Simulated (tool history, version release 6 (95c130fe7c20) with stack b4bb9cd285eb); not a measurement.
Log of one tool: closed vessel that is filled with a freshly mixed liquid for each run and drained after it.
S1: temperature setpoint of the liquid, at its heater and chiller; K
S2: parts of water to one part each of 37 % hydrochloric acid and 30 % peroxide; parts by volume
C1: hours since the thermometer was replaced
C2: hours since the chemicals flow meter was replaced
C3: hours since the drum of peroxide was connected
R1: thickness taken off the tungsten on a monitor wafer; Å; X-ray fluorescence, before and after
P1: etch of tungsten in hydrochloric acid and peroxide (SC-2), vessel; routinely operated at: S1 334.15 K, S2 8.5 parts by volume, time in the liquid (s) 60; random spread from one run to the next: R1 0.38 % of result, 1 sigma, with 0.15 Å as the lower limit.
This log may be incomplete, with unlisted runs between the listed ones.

Run 1, hour 10.4: S1 334.15 K, S2 8.5 parts by volume, time in the liquid (s) 60; C1 489.5; C2 965.2; C3 542.2. Result: R1 444.75 Å.
Run 2, hour 21.9: S1 319.15 K, S2 8.5 parts by volume, time in the liquid (s) 60; C1 501.0; C2 976.7; C3 553.7. Result: R1 166.49 Å.
Run 3, hour 31.8: S1 334.15 K, S2 4.0 parts by volume, time in the liquid (s) 30; C1 510.9; C2 986.6; C3 563.6. Result: R1 389.57 Å.
At hour 36.5: new drum of peroxide connected.
Run 4, hour 39.0: S1 334.15 K, S2 8.5 parts by volume, time in the liquid (s) 95; C1 518.1; C2 993.8; C3 2.5. Result: R1 709.45 Å.
Run 5, hour 51.4: S1 345.15 K, S2 8.5 parts by volume, time in the liquid (s) 60; C1 530.5; C2 1006.2; C3 14.9. Result: R1 870.32 Å.
Run 6, hour 62.6: S1 334.15 K, S2 8.5 parts by volume, time in the liquid (s) 60; C1 541.7; C2 1017.4; C3 26.1. Result: R1 444.92 Å.
Run 7, hour 69.6: S1 334.15 K, S2 4.0 parts by volume, time in the liquid (s) 60; C1 548.7; C2 1024.4; C3 33.1. Result: R1 777.92 Å.
Run 8, hour 79.5: S1 345.15 K, S2 4.5 parts by volume, time in the liquid (s) 60; C1 558.6; C2 1034.3; C3 43.0. Result: R1 1405.50 Å.
Run 9, hour 90.6: S1 334.15 K, S2 15.0 parts by volume, time in the liquid (s) 60; C1 569.7; C2 1045.4; C3 54.1. Result: R1 276.59 Å.
Run 10, hour 102.0: S1 344.65 K, S2 4.0 parts by volume, time in the liquid (s) 60; C1 581.1; C2 1056.8; C3 65.5. Result: R1 1476.80 Å.
Run 11, hour 111.0: S1 334.15 K, S2 8.5 parts by volume, time in the liquid (s) 60; C1 590.1; C2 1065.8; C3 74.5. Result: R1 444.89 Å.
Run 12, hour 117.1: S1 334.15 K, S2 8.5 parts by volume, time in the liquid (s) 30; C1 596.2; C2 1071.9; C3 80.6. Result: R1 222.97 Å.
Run 13, hour 124.6: S1 334.15 K, S2 8.5 parts by volume, time in the liquid (s) 60; C1 603.7; C2 1079.4; C3 88.1. Result: R1 445.20 Å.
Run 14, hour 131.1: S1 334.15 K, S2 8.5 parts by volume, time in the liquid (s) 60; C1 610.2; C2 1085.9; C3 94.6. Result: R1 445.71 Å.
Run 15, hour 138.5: S1 334.15 K, S2 8.5 parts by volume, time in the liquid (s) 60; C1 617.6; C2 1093.3; C3 102.0. Result: R1 458.65 Å.
Run 16, hour 147.4: S1 334.15 K, S2 8.5 parts by volume, time in the liquid (s) 60; C1 626.5; C2 1102.2; C3 110.9. Result: R1 468.61 Å.
Run 17, hour 158.8: S1 334.15 K, S2 8.5 parts by volume, time in the liquid (s) 60; C1 637.9; C2 1113.6; C3 122.3. Result: R1 473.41 Å.
Run 18, hour 168.7: S1 334.15 K, S2 8.5 parts by volume, time in the liquid (s) 60; C1 647.8; C2 1123.5; C3 132.2. Result: R1 474.78 Å.
Run 19, hour 177.9: S1 334.15 K, S2 8.5 parts by volume, time in the liquid (s) 60; C1 657.0; C2 1132.7; C3 141.4. Result: R1 484.50 Å.
Run 20, hour 186.1: S1 334.15 K, S2 8.5 parts by volume, time in the liquid (s) 60; C1 665.2; C2 1140.9; C3 149.6. Result: R1 481.05 Å.
Run 21, hour 198.4: S1 334.15 K, S2 8.5 parts by volume, time in the liquid (s) 60; C1 677.5; C2 1153.2; C3 161.9. Result: R1 480.46 Å.
Run 22, hour 208.1: S1 334.15 K, S2 8.5 parts by volume, time in the liquid (s) 60; C1 687.2; C2 1162.9; C3 171.6. Result: R1 483.70 Å.
Run 23, hour 219.0: S1 334.15 K, S2 8.5 parts by volume, time in the liquid (s) 60; C1 698.1; C2 1173.8; C3 182.5. Result: R1 484.08 Å.

The log shows P1 creeping away from where it was. Any of the 2 causes listed here, at the size stated for it, fits the log just as well as the others:
A: liquid hotter than its thermometer reads (K) = 1.32
B: chemicals flow above the setpoint (%) = 10.7
The onset of the drift is placed at about hour 131.1.
Other possible causes, and why each is ruled out:
peroxide weaker than its label (%): can reach only 8, and even then R1 would move by -7.3 %, too little or the wrong way

Which of the check runs below tells the causes apart, meaning the causes would give it clearly different results? Each run uses 2 wafers whose results are averaged, and each result is shown as a question mark.
Run check 1, hour 229.9: S1 345.15 K, S2 5.0 parts by volume, time in the liquid (s) 60. Result: R1 ?.
Run check 2, hour 229.9: S1 319.65 K, S2 4.5 parts by volume, time in the liquid (s) 60. Result: R1 ?.
Run check 3, hour 229.9: S1 326.65 K, S2 13.0 parts by volume, time in the liquid (s) 60. Result: R1 ?.
Run check 4, hour 229.9: S1 341.15 K, S2 8.5 parts by volume, time in the liquid (s) 40. Result: R1 ?.

Outcome of each check run for each possible cause:
  check  result     if A     if B
check 1      R1  1404.20  1396.70
check 2      R1   306.36   300.20
check 3      R1   210.92   211.29
check 4      R1   493.52   494.93
Separation of the two closest causes in each check, using whichever result separates them best: check 1 0.54 %; check 2 2.03 %; check 3 0.17 %; check 4 0.29 %
Check 2 distinguishes between the causes, while the remaining checks would return nearly the same result for all of them.

After running check 2, the following was obtained: R1 299.88 Å. Which cause does this point to?

B is the cause: chemicals flow above the setpoint (%).
